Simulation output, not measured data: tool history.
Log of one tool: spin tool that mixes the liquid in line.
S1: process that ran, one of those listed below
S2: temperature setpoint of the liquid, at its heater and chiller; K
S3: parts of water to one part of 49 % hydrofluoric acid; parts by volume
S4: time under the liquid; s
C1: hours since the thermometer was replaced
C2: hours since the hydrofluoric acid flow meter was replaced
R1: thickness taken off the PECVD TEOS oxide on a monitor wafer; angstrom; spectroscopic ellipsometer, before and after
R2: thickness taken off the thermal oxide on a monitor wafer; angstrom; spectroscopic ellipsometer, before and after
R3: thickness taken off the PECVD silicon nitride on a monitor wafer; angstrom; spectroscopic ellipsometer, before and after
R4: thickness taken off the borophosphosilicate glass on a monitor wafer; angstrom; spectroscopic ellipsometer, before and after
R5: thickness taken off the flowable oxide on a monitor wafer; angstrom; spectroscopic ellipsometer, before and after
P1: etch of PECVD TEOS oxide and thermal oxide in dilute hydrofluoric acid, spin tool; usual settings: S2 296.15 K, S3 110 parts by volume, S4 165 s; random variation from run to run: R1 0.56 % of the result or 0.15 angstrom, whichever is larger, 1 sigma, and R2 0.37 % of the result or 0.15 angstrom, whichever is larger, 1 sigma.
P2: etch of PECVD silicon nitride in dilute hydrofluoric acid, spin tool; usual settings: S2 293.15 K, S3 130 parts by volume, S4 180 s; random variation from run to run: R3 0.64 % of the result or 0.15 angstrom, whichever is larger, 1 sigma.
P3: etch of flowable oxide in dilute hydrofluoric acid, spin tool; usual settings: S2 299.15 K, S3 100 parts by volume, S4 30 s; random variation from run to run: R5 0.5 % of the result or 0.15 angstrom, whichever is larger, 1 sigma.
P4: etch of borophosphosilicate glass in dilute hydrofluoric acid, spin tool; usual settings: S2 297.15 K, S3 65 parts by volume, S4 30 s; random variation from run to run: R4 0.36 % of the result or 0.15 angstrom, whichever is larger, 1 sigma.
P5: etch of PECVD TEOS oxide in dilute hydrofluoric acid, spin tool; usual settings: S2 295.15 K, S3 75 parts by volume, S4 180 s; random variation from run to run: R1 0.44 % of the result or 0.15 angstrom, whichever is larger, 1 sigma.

{"run": 1, "hour": 8.8, "S1": "P1", "S2": 296.15, "S3": 110, "S4": 165, "C1": 839.9, "C2": 339.3, "R1": 358.36, "R2": 67.404}
{"run": 2, "hour": 19.7, "S1": "P2", "S2": 293.15, "S3": 130, "S4": 180, "C1": 850.8, "C2": 350.2, "R3": 36.959}
{"run": 3, "hour": 25.0, "S1": "P1", "S2": 303.65, "S3": 70, "S4": 165, "C1": 856.1, "C2": 355.5, "R1": 791.39, "R2": 150.02}
{"run": 4, "hour": 34.2, "S1": "P2", "S2": 297.15, "S3": 130, "S4": 180, "C1": 865.3, "C2": 364.7, "R3": 48.25}
{"run": 5, "hour": 44.6, "S1": "P4", "S2": 302.15, "S3": 65, "S4": 30, "C1": 875.7, "C2": 375.1, "R4": 237.78}
{"run": 6, "hour": 49.7, "S1": "P3", "S2": 304.15, "S3": 100, "S4": 30, "C1": 880.8, "C2": 380.2, "R5": 83.452}
{"run": 7, "hour": 60.0, "S1": "P3", "S2": 299.15, "S3": 100, "S4": 30, "C1": 891.1, "C2": 390.5, "R5": 68.886}
{"run": 8, "hour": 65.1, "S1": "P1", "S2": 292.65, "S3": 165, "S4": 165, "C1": 896.2, "C2": 395.6, "R1": 194.72, "R2": 37.07}
{"run": 9, "hour": 72.2, "S1": "P1", "S2": 296.15, "S3": 110, "S4": 165, "C1": 903.3, "C2": 402.7, "R1": 357.87, "R2": 67.911}
{"run": 10, "hour": 82.8, "S1": "P1", "S2": 296.15, "S3": 60, "S4": 240, "C1": 913.9, "C2": 413.3, "R1": 1010.5, "R2": 191.41}
{"run": 11, "hour": 93.3, "S1": "P1", "S2": 296.15, "S3": 110, "S4": 165, "C1": 924.4, "C2": 423.8, "R1": 358.61, "R2": 67.979}
{"run": 12, "hour": 102.8, "S1": "P5", "S2": 295.15, "S3": 75, "S4": 180, "C1": 933.9, "C2": 433.3, "R1": 191.08}
{"run": 13, "hour": 110.0, "S1": "P4", "S2": 297.15, "S3": 65, "S4": 15, "C1": 941.1, "C2": 440.5, "R4": 98.454}
{"run": 14, "hour": 120.2, "S1": "P1", "S2": 296.15, "S3": 110, "S4": 165, "C1": 951.3, "C2": 450.7, "R1": 357.08, "R2": 67.808}
{"run": 15, "hour": 125.5, "S1": "P5", "S2": 295.15, "S3": 75, "S4": 100, "C1": 956.6, "C2": 456.0, "R1": 107.23}
{"run": 16, "hour": 132.6, "S1": "P3", "S2": 299.15, "S3": 175, "S4": 30, "C1": 963.7, "C2": 463.1, "R5": 35.924}
{"run": 17, "hour": 139.1, "S1": "P1", "S2": 296.15, "S3": 25, "S4": 165, "C1": 970.2, "C2": 469.6, "R1": 1760.6, "R2": 328.86}
{"run": 18, "hour": 144.0, "S1": "P4", "S2": 297.15, "S3": 45, "S4": 30, "C1": 975.1, "C2": 474.5, "R4": 290.66}
{"run": 19, "hour": 149.3, "S1": "P1", "S2": 296.15, "S3": 110, "S4": 15, "C1": 980.4, "C2": 479.8, "R1": 32.383, "R2": 6.0962}
{"hour": 152.6, "done": "thermometer replaced"}
{"run": 20, "hour": 159.3, "S1": "P2", "S2": 293.15, "S3": 130, "S4": 295, "C1": 6.8, "C2": 489.8, "R3": 60.935}
{"run": 21, "hour": 168.5, "S1": "P1", "S2": 290.15, "S3": 110, "S4": 165, "C1": 16.0, "C2": 499.0, "R1": 281.69, "R2": 52.465}
{"run": 22, "hour": 176.7, "S1": "P2", "S2": 293.15, "S3": 130, "S4": 180, "C1": 24.2, "C2": 507.2, "R3": 37.104}
{"run": 23, "hour": 183.2, "S1": "P2", "S2": 293.15, "S3": 80, "S4": 180, "C1": 30.7, "C2": 513.7, "R3": 59.446}
{"run": 24, "hour": 189.0, "S1": "P1", "S2": 296.15, "S3": 110, "S4": 245, "C1": 36.5, "C2": 519.5, "R1": 528.3, "R2": 100.13}
{"run": 25, "hour": 198.4, "S1": "P1", "S2": 296.15, "S3": 200, "S4": 165, "C1": 45.9, "C2": 528.9, "R1": 178.44, "R2": 33.662}
{"run": 26, "hour": 206.0, "S1": "P3", "S2": 299.15, "S3": 100, "S4": 15, "C1": 53.5, "C2": 536.5, "R5": 35.017}
{"run": 27, "hour": 213.5, "S1": "P5", "S2": 299.15, "S3": 75, "S4": 180, "C1": 61.0, "C2": 544.0, "R1": 225.07}
{"run": 28, "hour": 223.8, "S1": "P1", "S2": 296.15, "S3": 110, "S4": 165, "C1": 71.3, "C2": 554.3, "R1": 357.31, "R2": 67.632}
{"run": 29, "hour": 231.3, "S1": "P5", "S2": 295.15, "S3": 75, "S4": 180, "C1": 78.8, "C2": 561.8, "R1": 191.36}
{"run": 30, "hour": 237.9, "S1": "P1", "S2": 300.65, "S3": 110, "S4": 165, "C1": 85.4, "C2": 568.4, "R1": 427.36, "R2": 79.892}
{"run": 31, "hour": 244.1, "S1": "P5", "S2": 295.15, "S3": 25, "S4": 180, "C1": 91.6, "C2": 574.6, "R1": 612.02}
{"run": 32, "hour": 251.6, "S1": "P4", "S2": 297.15, "S3": 65, "S4": 30, "C1": 99.1, "C2": 582.1, "R4": 197.73}
{"run": 33, "hour": 261.0, "S1": "P1", "S2": 296.15, "S3": 110, "S4": 165, "C1": 108.5, "C2": 591.5, "R1": 359.03, "R2": 66.882}
{"run": 34, "hour": 267.0, "S1": "P1", "S2": 296.15, "S3": 110, "S4": 165, "C1": 114.5, "C2": 597.5, "R1": 369.96, "R2": 68.616}
{"run": 35, "hour": 274.6, "S1": "P1", "S2": 296.15, "S3": 110, "S4": 165, "C1": 122.1, "C2": 605.1, "R1": 378.03, "R2": 70.929}
{"run": 36, "hour": 284.5, "S1": "P1", "S2": 296.15, "S3": 110, "S4": 165, "C1": 132.0, "C2": 615.0, "R1": 379.4, "R2": 71.317}
{"run": 37, "hour": 289.9, "S1": "P1", "S2": 296.15, "S3": 110, "S4": 165, "C1": 137.4, "C2": 620.4, "R1": 383.19, "R2": 72.557}
{"run": 38, "hour": 297.6, "S1": "P1", "S2": 296.15, "S3": 110, "S4": 165, "C1": 145.1, "C2": 628.1, "R1": 387.54, "R2": 72.683}
{"run": 39, "hour": 302.6, "S1": "P1", "S2": 296.15, "S3": 110, "S4": 165, "C1": 150.1, "C2": 633.1, "R1": 388.83, "R2": 72.965}
{"run": 40, "hour": 313.4, "S1": "P1", "S2": 296.15, "S3": 110, "S4": 165, "C1": 160.9, "C2": 643.9, "R1": 388.76, "R2": 72.883}
{"run": 41, "hour": 319.4, "S1": "P1", "S2": 296.15, "S3": 110, "S4": 165, "C1": 166.9, "C2": 649.9, "R1": 391.24, "R2": 73.227}
{"run": 42, "hour": 326.1, "S1": "P1", "S2": 296.15, "S3": 110, "S4": 165, "C1": 173.6, "C2": 656.6, "R1": 390.96, "R2": 73.319}
{"run": 43, "hour": 333.1, "S1": "P1", "S2": 296.15, "S3": 110, "S4": 165, "C1": 180.6, "C2": 663.6, "R1": 391.65, "R2": 73.528}

What P1 gives has crept away from where it was. These 2 causes fit the log equally well, each at the size given:
A: liquid hotter than its thermometer reads (K) = 2.16
B: hydrofluoric acid flow above the setpoint (%) = 7.83
The creep began at about hour 261.0.

4 check runs are offered, one wafer each, their results left as question marks. Which one tells the causes apart?
{"run": "check 1", "hour": 340.1, "S1": "P5", "S2": 295.15, "S3": 75, "S4": 180, "R1": "?"}
{"run": "check 2", "hour": 340.1, "S1": "P2", "S2": 293.15, "S3": 130, "S4": 180, "R3": "?"}
{"run": "check 3", "hour": 340.1, "S1": "P4", "S2": 297.15, "S3": 65, "S4": 30, "R4": "?"}
{"run": "check 4", "hour": 340.1, "S1": "P3", "S2": 299.15, "S3": 100, "S4": 30, "R5": "?"}

What each check would give under each cause:
check=check_1 result=R1 if_A=208.730 if_B=207.530
check=check_2 result=R3 if_A=42.575 if_B=39.675
check=check_3 result=R4 if_A=214.550 if_B=213.370
check=check_4 result=R5 if_A=75.322 if_B=75.440
How far apart the two closest causes lie, in the result that separates them most: check 1 0.58 %; check 2 7.05 %; check 3 0.55 %; check 4 0.16 %
Only check 2 tells the causes apart: in the others they would give nearly the same result.

Check 2 was then run and gave: R3 42.329 angstrom. Which cause is it?

It is A: liquid hotter than its thermometer reads (K).
